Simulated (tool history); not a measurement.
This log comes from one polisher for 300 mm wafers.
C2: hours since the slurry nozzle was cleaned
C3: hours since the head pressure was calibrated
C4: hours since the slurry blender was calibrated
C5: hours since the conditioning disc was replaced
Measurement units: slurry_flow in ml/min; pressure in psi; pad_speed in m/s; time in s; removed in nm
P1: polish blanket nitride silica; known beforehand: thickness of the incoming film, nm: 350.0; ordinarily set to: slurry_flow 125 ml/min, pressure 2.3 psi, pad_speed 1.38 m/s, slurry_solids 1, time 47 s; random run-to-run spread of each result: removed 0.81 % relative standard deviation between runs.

{"run": 1, "day": 0.462, "slurry_flow": 125, "pressure": 2.3, "pad_speed": 1.38, "slurry_solids": 1, "time": 47, "wafers polished on this pad": 443, "C2": 175.7, "C3": 228, "C4": 45.3, "C5": 91.6, "removed": 27.951}
{"run": 2, "day": 1.004, "slurry_flow": 200, "pressure": 2.3, "pad_speed": 1.38, "slurry_solids": 1, "time": 47, "wafers polished on this pad": 621, "C2": 188.7, "C3": 241, "C4": 58.3, "C5": 104.6, "removed": 30.065}
{"run": 3, "day": 1.425, "slurry_flow": 125, "pressure": 2.3, "pad_speed": 1.96, "slurry_solids": 1, "time": 47, "wafers polished on this pad": 760, "C2": 198.8, "C3": 251.1, "C4": 68.4, "C5": 114.7, "removed": 37.038}
{"run": 4, "day": 1.867, "slurry_flow": 75, "pressure": 2.3, "pad_speed": 1.38, "slurry_solids": 1, "time": 47, "wafers polished on this pad": 906, "C2": 209.4, "C3": 261.7, "C4": 79, "C5": 125.3, "removed": 24.212}
{"run": 5, "day": 2.121, "slurry_flow": 125, "pressure": 2.3, "pad_speed": 0.82, "slurry_solids": 1, "time": 47, "wafers polished on this pad": 990, "C2": 215.5, "C3": 267.8, "C4": 85.1, "C5": 131.4, "removed": 18.471}
{"run": 6, "day": 2.6, "slurry_flow": 125, "pressure": 2.3, "pad_speed": 1.38, "slurry_solids": 1.45, "time": 47, "wafers polished on this pad": 1148, "C2": 227, "C3": 279.3, "C4": 96.6, "C5": 142.9, "removed": 32.631}
{"run": 7, "day": 2.875, "slurry_flow": 125, "pressure": 2.3, "pad_speed": 1.38, "slurry_solids": 1, "time": 24, "wafers polished on this pad": 1239, "C2": 233.6, "C3": 285.9, "C4": 103.2, "C5": 149.5, "removed": 14.155}
{"run": 8, "day": 3.358, "slurry_flow": 125, "pressure": 2.3, "pad_speed": 1.38, "slurry_solids": 1, "time": 47, "wafers polished on this pad": 1398, "C2": 245.2, "C3": 297.5, "C4": 114.8, "C5": 161.1, "removed": 27.846}
{"run": 9, "day": 3.742, "slurry_flow": 125, "pressure": 2.3, "pad_speed": 1.38, "slurry_solids": 1, "time": 47, "wafers polished on this pad": 1525, "C2": 254.4, "C3": 306.7, "C4": 124, "C5": 170.3, "removed": 27.785}
{"run": 10, "day": 4.042, "slurry_flow": 75, "pressure": 1.6, "pad_speed": 1.38, "slurry_solids": 1, "time": 47, "wafers polished on this pad": 1624, "C2": 261.6, "C3": 313.9, "C4": 131.2, "C5": 177.5, "removed": 17.042}
{"run": 11, "day": 4.283, "slurry_flow": 125, "pressure": 2.3, "pad_speed": 1.38, "slurry_solids": 1, "time": 73, "wafers polished on this pad": 1703, "C2": 267.4, "C3": 319.7, "C4": 137, "C5": 183.3, "removed": 43.387}
{"run": 12, "day": 4.654, "slurry_flow": 125, "pressure": 2.3, "pad_speed": 1.38, "slurry_solids": 0.7, "time": 47, "wafers polished on this pad": 1826, "C2": 276.3, "C3": 328.6, "C4": 145.9, "C5": 192.2, "removed": 23.278}
{"run": 13, "day": 5.133, "slurry_flow": 125, "pressure": 2.3, "pad_speed": 1.38, "slurry_solids": 1, "time": 47, "wafers polished on this pad": 1984, "C2": 287.8, "C3": 340.1, "C4": 157.4, "C5": 203.7, "removed": 27.964}
{"run": 14, "day": 5.429, "slurry_flow": 125, "pressure": 3.6, "pad_speed": 1.38, "slurry_solids": 1, "time": 47, "wafers polished on this pad": 2081, "C2": 294.9, "C3": 347.2, "C4": 164.5, "C5": 210.8, "removed": 43.633}
{"day": 5.721, "done": "slurry blender recalibrated"}
{"run": 15, "day": 5.729, "slurry_flow": 125, "pressure": 1.3, "pad_speed": 1.38, "slurry_solids": 1, "time": 47, "wafers polished on this pad": 2180, "C2": 302.1, "C3": 354.4, "C4": 0.3, "C5": 218, "removed": 15.933}
{"run": 16, "day": 6.208, "slurry_flow": 125, "pressure": 2.3, "pad_speed": 1.38, "slurry_solids": 1, "time": 47, "wafers polished on this pad": 2338, "C2": 313.6, "C3": 365.9, "C4": 11.8, "C5": 229.5, "removed": 27.994}
{"run": 17, "day": 6.721, "slurry_flow": 125, "pressure": 2.3, "pad_speed": 0.96, "slurry_solids": 1, "time": 33, "wafers polished on this pad": 2507, "C2": 325.9, "C3": 378.2, "C4": 24.1, "C5": 241.8, "removed": 14.763}
{"run": 18, "day": 6.988, "slurry_flow": 125, "pressure": 2.3, "pad_speed": 1.38, "slurry_solids": 1, "time": 47, "wafers polished on this pad": 2595, "C2": 332.3, "C3": 384.6, "C4": 30.5, "C5": 248.2, "removed": 28.163}

The next listed run, before its measurement:
{"run": 19, "day": 7.317, "slurry_flow": 125, "pressure": 2.3, "pad_speed": 1.38, "slurry_solids": 1, "time": 47, "wafers polished on this pad": 2704, "C2": 340.2, "C3": 392.5, "C4": 38.4, "C5": 256.1, "removed": "?"}

For run 19 the tool returned removed 27.075 nm.
